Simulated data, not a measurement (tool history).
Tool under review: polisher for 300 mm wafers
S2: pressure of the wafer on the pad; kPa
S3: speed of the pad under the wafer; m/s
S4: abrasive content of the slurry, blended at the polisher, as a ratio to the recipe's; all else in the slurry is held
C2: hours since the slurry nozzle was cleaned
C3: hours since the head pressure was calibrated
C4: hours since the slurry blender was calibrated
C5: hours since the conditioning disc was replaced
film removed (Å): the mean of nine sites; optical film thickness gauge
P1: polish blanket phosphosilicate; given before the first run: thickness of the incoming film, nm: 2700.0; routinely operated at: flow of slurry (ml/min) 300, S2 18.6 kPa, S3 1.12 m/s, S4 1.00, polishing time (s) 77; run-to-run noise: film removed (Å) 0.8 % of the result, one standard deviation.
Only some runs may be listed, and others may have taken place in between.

{"run": 1, "hour": 18.3, "flow of slurry (ml/min)": 300, "S2": 18.6, "S3": 1.12, "S4": 1.0, "polishing time (s)": 77, "wafers polished on this pad": 592, "C2": 445.2, "C3": 167.4, "C4": 240.7, "C5": 149.1, "film removed (Å)": 7173.3}
{"run": 2, "hour": 35.2, "flow of slurry (ml/min)": 300, "S2": 18.6, "S3": 1.12, "S4": 1.0, "polishing time (s)": 77, "wafers polished on this pad": 791, "C2": 462.1, "C3": 184.3, "C4": 257.6, "C5": 166.0, "film removed (Å)": 7106.5}
{"run": 3, "hour": 52.1, "flow of slurry (ml/min)": 300, "S2": 27.6, "S3": 1.12, "S4": 1.0, "polishing time (s)": 77, "wafers polished on this pad": 990, "C2": 479.0, "C3": 201.2, "C4": 274.5, "C5": 182.9, "film removed (Å)": 10659.0}
{"run": 4, "hour": 60.1, "flow of slurry (ml/min)": 455, "S2": 18.6, "S3": 1.12, "S4": 0.8, "polishing time (s)": 77, "wafers polished on this pad": 1084, "C2": 487.0, "C3": 209.2, "C4": 282.5, "C5": 190.9, "film removed (Å)": 6640.2}
{"run": 5, "hour": 71.5, "flow of slurry (ml/min)": 300, "S2": 18.6, "S3": 1.12, "S4": 1.0, "polishing time (s)": 77, "wafers polished on this pad": 1218, "C2": 498.4, "C3": 220.6, "C4": 293.9, "C5": 202.3, "film removed (Å)": 7115.5}
{"run": 6, "hour": 86.9, "flow of slurry (ml/min)": 300, "S2": 18.6, "S3": 0.5, "S4": 1.0, "polishing time (s)": 77, "wafers polished on this pad": 1399, "C2": 513.8, "C3": 236.0, "C4": 309.3, "C5": 217.7, "film removed (Å)": 3748.1}
{"run": 7, "hour": 96.7, "flow of slurry (ml/min)": 455, "S2": 18.6, "S3": 1.12, "S4": 1.0, "polishing time (s)": 77, "wafers polished on this pad": 1515, "C2": 523.6, "C3": 245.8, "C4": 319.1, "C5": 227.5, "film removed (Å)": 7324.4}
{"run": 8, "hour": 109.7, "flow of slurry (ml/min)": 300, "S2": 18.6, "S3": 1.12, "S4": 1.0, "polishing time (s)": 117, "wafers polished on this pad": 1668, "C2": 536.6, "C3": 258.8, "C4": 332.1, "C5": 240.5, "film removed (Å)": 10787.0}
{"run": 9, "hour": 122.5, "flow of slurry (ml/min)": 215, "S2": 18.6, "S3": 1.12, "S4": 1.0, "polishing time (s)": 77, "wafers polished on this pad": 1819, "C2": 549.4, "C3": 271.6, "C4": 344.9, "C5": 253.3, "film removed (Å)": 6938.1}
{"run": 10, "hour": 133.4, "flow of slurry (ml/min)": 300, "S2": 18.6, "S3": 1.12, "S4": 1.0, "polishing time (s)": 77, "wafers polished on this pad": 1947, "C2": 560.3, "C3": 282.5, "C4": 355.8, "C5": 264.2, "film removed (Å)": 7036.8}
{"run": 11, "hour": 148.8, "flow of slurry (ml/min)": 300, "S2": 18.6, "S3": 1.12, "S4": 1.0, "polishing time (s)": 77, "wafers polished on this pad": 2128, "C2": 575.7, "C3": 297.9, "C4": 371.2, "C5": 279.6, "film removed (Å)": 7186.4}
{"run": 12, "hour": 158.0, "flow of slurry (ml/min)": 300, "S2": 18.6, "S3": 1.64, "S4": 1.0, "polishing time (s)": 77, "wafers polished on this pad": 2237, "C2": 584.9, "C3": 307.1, "C4": 380.4, "C5": 288.8, "film removed (Å)": 9654.2}
{"run": 13, "hour": 171.0, "flow of slurry (ml/min)": 300, "S2": 18.6, "S3": 1.12, "S4": 1.4, "polishing time (s)": 77, "wafers polished on this pad": 2390, "C2": 597.9, "C3": 320.1, "C4": 393.4, "C5": 301.8, "film removed (Å)": 8323.2}
{"run": 14, "hour": 187.9, "flow of slurry (ml/min)": 300, "S2": 18.6, "S3": 1.12, "S4": 1.0, "polishing time (s)": 77, "wafers polished on this pad": 2589, "C2": 614.8, "C3": 337.0, "C4": 410.3, "C5": 318.7, "film removed (Å)": 7125.7}
{"run": 15, "hour": 198.6, "flow of slurry (ml/min)": 300, "S2": 18.6, "S3": 1.12, "S4": 0.55, "polishing time (s)": 77, "wafers polished on this pad": 2715, "C2": 625.5, "C3": 347.7, "C4": 421.0, "C5": 329.4, "film removed (Å)": 5179.2}
{"run": 16, "hour": 213.5, "flow of slurry (ml/min)": 300, "S2": 18.6, "S3": 1.12, "S4": 1.0, "polishing time (s)": 35, "wafers polished on this pad": 2890, "C2": 640.4, "C3": 362.6, "C4": 435.9, "C5": 344.3, "film removed (Å)": 3221.1}
{"run": 17, "hour": 221.9, "flow of slurry (ml/min)": 300, "S2": 18.6, "S3": 1.12, "S4": 1.0, "polishing time (s)": 77, "wafers polished on this pad": 2989, "C2": 648.8, "C3": 371.0, "C4": 444.3, "C5": 352.7, "film removed (Å)": 7084.6}
{"run": 18, "hour": 236.5, "flow of slurry (ml/min)": 300, "S2": 11.0, "S3": 1.12, "S4": 1.0, "polishing time (s)": 77, "wafers polished on this pad": 3161, "C2": 663.4, "C3": 385.6, "C4": 458.9, "C5": 367.3, "film removed (Å)": 4269.0}
{"run": 19, "hour": 246.2, "flow of slurry (ml/min)": 300, "S2": 18.6, "S3": 1.12, "S4": 1.0, "polishing time (s)": 77, "wafers polished on this pad": 3275, "C2": 673.1, "C3": 395.3, "C4": 468.6, "C5": 377.0, "film removed (Å)": 7192.1}
{"run": 20, "hour": 256.7, "flow of slurry (ml/min)": 300, "S2": 18.6, "S3": 1.12, "S4": 1.0, "polishing time (s)": 77, "wafers polished on this pad": 3399, "C2": 683.6, "C3": 405.8, "C4": 479.1, "C5": 387.5, "film removed (Å)": 6845.8}
{"run": 21, "hour": 267.6, "flow of slurry (ml/min)": 300, "S2": 18.6, "S3": 1.12, "S4": 1.0, "polishing time (s)": 77, "wafers polished on this pad": 3527, "C2": 694.5, "C3": 416.7, "C4": 490.0, "C5": 398.4, "film removed (Å)": 6745.8}
{"run": 22, "hour": 281.2, "flow of slurry (ml/min)": 300, "S2": 18.6, "S3": 1.12, "S4": 1.0, "polishing time (s)": 77, "wafers polished on this pad": 3688, "C2": 708.1, "C3": 430.3, "C4": 503.6, "C5": 412.0, "film removed (Å)": 6738.8}

What does the tool deliver on the next run?
{"hour": 281.7, "done": "slurry nozzle cleaned"}
{"hour": 291.0, "done": "head pressure recalibrated"}
{"hour": 295.1, "done": "conditioning disc replaced and pad reconditioned"}
{"run": 23, "hour": 297.8, "flow of slurry (ml/min)": 300, "S2": 18.6, "S3": 1.12, "S4": 1.0, "polishing time (s)": 77, "wafers polished on this pad": 3883, "C2": 16.1, "C3": 6.9, "C4": 520.2, "C5": 2.8, "film removed (Å)": "?"}

film removed (Å): 6546.4
